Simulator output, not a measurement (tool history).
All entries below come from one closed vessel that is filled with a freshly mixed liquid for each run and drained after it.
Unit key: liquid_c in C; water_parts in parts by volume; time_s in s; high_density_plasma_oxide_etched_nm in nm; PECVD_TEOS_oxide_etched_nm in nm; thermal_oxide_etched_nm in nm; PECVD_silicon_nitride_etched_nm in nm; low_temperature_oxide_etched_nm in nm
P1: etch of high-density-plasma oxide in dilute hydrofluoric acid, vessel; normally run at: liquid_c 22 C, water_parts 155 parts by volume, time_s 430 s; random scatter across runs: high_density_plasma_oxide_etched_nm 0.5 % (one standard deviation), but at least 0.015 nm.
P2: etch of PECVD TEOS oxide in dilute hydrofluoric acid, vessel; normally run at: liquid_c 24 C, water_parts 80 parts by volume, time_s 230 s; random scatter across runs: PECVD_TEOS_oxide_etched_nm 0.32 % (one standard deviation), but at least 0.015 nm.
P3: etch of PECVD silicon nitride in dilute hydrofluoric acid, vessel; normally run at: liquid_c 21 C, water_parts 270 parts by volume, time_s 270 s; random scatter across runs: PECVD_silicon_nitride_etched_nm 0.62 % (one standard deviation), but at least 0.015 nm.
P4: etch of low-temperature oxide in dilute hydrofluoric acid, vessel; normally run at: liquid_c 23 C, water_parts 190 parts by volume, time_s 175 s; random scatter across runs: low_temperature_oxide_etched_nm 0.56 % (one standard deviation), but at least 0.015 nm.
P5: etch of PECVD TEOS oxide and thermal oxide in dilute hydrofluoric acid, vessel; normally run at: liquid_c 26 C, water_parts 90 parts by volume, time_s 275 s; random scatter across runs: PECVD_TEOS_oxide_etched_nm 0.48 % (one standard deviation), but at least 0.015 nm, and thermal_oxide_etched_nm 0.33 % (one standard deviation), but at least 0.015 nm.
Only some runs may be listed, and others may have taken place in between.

| run | hour | process | liquid_c | water_parts | time_s | hours since the thermometer was replaced | hours since the hydrofluoric acid flow meter was replaced | high_density_plasma_oxide_etched_nm | PECVD_TEOS_oxide_etched_nm | thermal_oxide_etched_nm | PECVD_silicon_nitride_etched_nm | low_temperature_oxide_etched_nm |
|---|---|---|---|---|---|---|---|---|---|---|---|---|
| 1 | 17.6 | P1 | 22 | 155 | 430 | 312.4 | 1507.6 | 12.352 |  |  |  |  |
| 2 | 25.8 | P1 | 29 | 155 | 430 | 320.6 | 1515.8 | 15.995 |  |  |  |  |
| 3 | 34.7 | P5 | 26 | 90 | 275 | 329.5 | 1524.7 |  | 44.542 | 15.688 |  |  |
| 4 | 46.7 | P2 | 24 | 80 | 230 | 341.5 | 1536.7 |  | 41.859 |  |  |  |
| 5 | 55.8 | P3 | 17 | 270 | 270 | 350.6 | 1545.8 |  |  |  | 3.6593 |  |
| 6 | 72 | P1 | 22 | 70 | 430 | 366.8 | 1562 | 30.222 |  |  |  |  |
| 7 | 84.5 | P1 | 22 | 230 | 430 | 379.3 | 1574.5 | 7.7646 |  |  |  |  |
| 8 | 95.7 | P4 | 23 | 190 | 350 | 390.5 | 1585.7 |  |  |  |  | 17.467 |
| 9 | 110.4 | P1 | 22 | 155 | 430 | 405.2 | 1600.4 | 12.466 |  |  |  |  |
| 10 | 125.4 | P3 | 21 | 270 | 140 | 420.2 | 1615.4 |  |  |  | 2.4723 |  |
| 11 | 142 | P1 | 22 | 155 | 855 | 436.8 | 1632 | 24.944 |  |  |  |  |
| 12 | 155.5 | P5 | 26 | 90 | 100 | 450.3 | 1645.5 |  | 15.995 | 5.7367 |  |  |
| 13 | 164.5 | P4 | 23 | 350 | 175 | 459.3 | 1654.5 |  |  |  |  | 4.1072 |
| 14 | 178.5 | P5 | 32.5 | 90 | 275 | 473.3 | 1668.5 |  | 56.319 | 20.138 |  |  |
| 15 | 194.2 | P1 | 22 | 155 | 430 | 489 | 1684.2 | 12.375 |  |  |  |  |
| 16 | 205.8 | P2 | 18 | 80 | 230 | 500.6 | 1695.8 |  | 32.665 |  |  |  |
| 17 | 222.1 | P1 | 22 | 155 | 430 | 516.9 | 1712.1 | 12.424 |  |  |  |  |
| 18 | 238 | P1 | 17.5 | 155 | 430 | 532.8 | 1728 | 10.369 |  |  |  |  |
| 19 | 254.4 | P2 | 24 | 80 | 395 | 549.2 | 1744.4 |  | 71.776 |  |  |  |
| 20 | 268.1 | P5 | 26 | 90 | 275 | 562.9 | 1758.1 |  | 44.126 | 15.816 |  |  |
| 21 | 275.8 | P2 | 24 | 80 | 230 | 570.6 | 1765.8 |  | 41.8 |  |  |  |
| 22 | 286.6 | P4 | 23 | 190 | 175 | 581.4 | 1776.6 |  |  |  |  | 8.8873 |
| 23 | 303.4 | P1 | 22 | 35 | 815 | 598.2 | 1793.4 | 119.96 |  |  |  |  |
| 24 | 317.4 | P3 | 21 | 75 | 270 | 612.2 | 1807.4 |  |  |  | 16.656 |  |
| 25 | 333.8 | P4 | 29 | 190 | 175 | 628.6 | 1823.8 |  |  |  |  | 10.964 |
| 26 | 345.7 | P1 | 22 | 155 | 30 | 640.5 | 1835.7 | 0.84552 |  |  |  |  |
| 27 | 354.7 | P5 | 26 | 50 | 275 | 649.5 | 1844.7 |  | 83.703 | 30.03 |  |  |
| 28 | 370.2 | P3 | 21 | 270 | 270 | 665 | 1860.2 |  |  |  | 4.7776 |  |
| 29 | 384.6 | P2 | 24 | 115 | 230 | 679.4 | 1874.6 |  | 27.858 |  |  |  |
| 30 | 395.4 | P1 | 22 | 155 | 430 | 690.2 | 1885.4 | 12.451 |  |  |  |  |
| 31 | 406.5 | P1 | 22 | 155 | 430 | 701.3 | 1896.5 | 12.311 |  |  |  |  |
| 32 | 422.3 | P1 | 22 | 155 | 430 | 717.1 | 1912.3 | 12.872 |  |  |  |  |
| 33 | 430.2 | P1 | 22 | 155 | 430 | 725 | 1920.2 | 12.799 |  |  |  |  |
| 34 | 445 | P1 | 22 | 155 | 430 | 739.8 | 1935 | 13.111 |  |  |  |  |
| 35 | 462.9 | P1 | 22 | 155 | 430 | 757.7 | 1952.9 | 13.145 |  |  |  |  |
| 36 | 471.8 | P1 | 22 | 155 | 430 | 766.6 | 1961.8 | 13.106 |  |  |  |  |
| 37 | 486.3 | P1 | 22 | 155 | 430 | 781.1 | 1976.3 | 13.278 |  |  |  |  |
| 38 | 498 | P1 | 22 | 155 | 430 | 792.8 | 1988 | 13.228 |  |  |  |  |
| 39 | 512.3 | P1 | 22 | 155 | 430 | 807.1 | 2002.3 | 13.129 |  |  |  |  |
| 40 | 521.8 | P1 | 22 | 155 | 430 | 816.6 | 2011.8 | 13.139 |  |  |  |  |

Something has made what P1 gives creep away from where it was; the 2 causes below, each at its own stated size, fit the log equally well:
A: liquid hotter than its thermometer reads (K) = 1.57
B: hydrofluoric acid flow above the setpoint (%) = 5.34
Onset of the creep was near hour 406.5.

The check runs listed below each take one wafer, and their results are still question marks. Under which run would the listed causes lead to clearly different results?
| check 1 | 531.3 | P3 | 21 | 270 | 270 |  |  |  |  |  | ? |  |
| check 2 | 531.3 | P4 | 23 | 190 | 175 |  |  |  |  |  |  | ? |
| check 3 | 531.3 | P5 | 26 | 90 | 275 |  |  |  | ? | ? |  |  |
| check 4 | 531.3 | P2 | 24 | 80 | 230 |  |  |  | ? |  |  |  |

How each check would come out, cause by cause:
| check | result | if A | if B |
|---|---|---|---|
| check 1 | PECVD_silicon_nitride_etched_nm | 5.2728 | 5.0244 |
| check 2 | low_temperature_oxide_etched_nm | 9.3081 | 9.3432 |
| check 3 | PECVD_TEOS_oxide_etched_nm | 46.946 | 46.798 |
| check 3 | thermal_oxide_etched_nm | 16.734 | 16.681 |
| check 4 | PECVD_TEOS_oxide_etched_nm | 44.451 | 44.21 |
Minimum pairwise separation of causes per check, each pair taken at its best-separating result: check 1 4.83 %; check 2 0.38 %; check 3 0.31 %; check 4 0.55 %
The causes can be told apart only by check 1. The other checks would give nearly the same results under each of them.

Then check 1 was run and gave: PECVD_silicon_nitride_etched_nm 5.0401 nm. Which cause is it?

The correct cause is B, namely: hydrofluoric acid flow above the setpoint (%).

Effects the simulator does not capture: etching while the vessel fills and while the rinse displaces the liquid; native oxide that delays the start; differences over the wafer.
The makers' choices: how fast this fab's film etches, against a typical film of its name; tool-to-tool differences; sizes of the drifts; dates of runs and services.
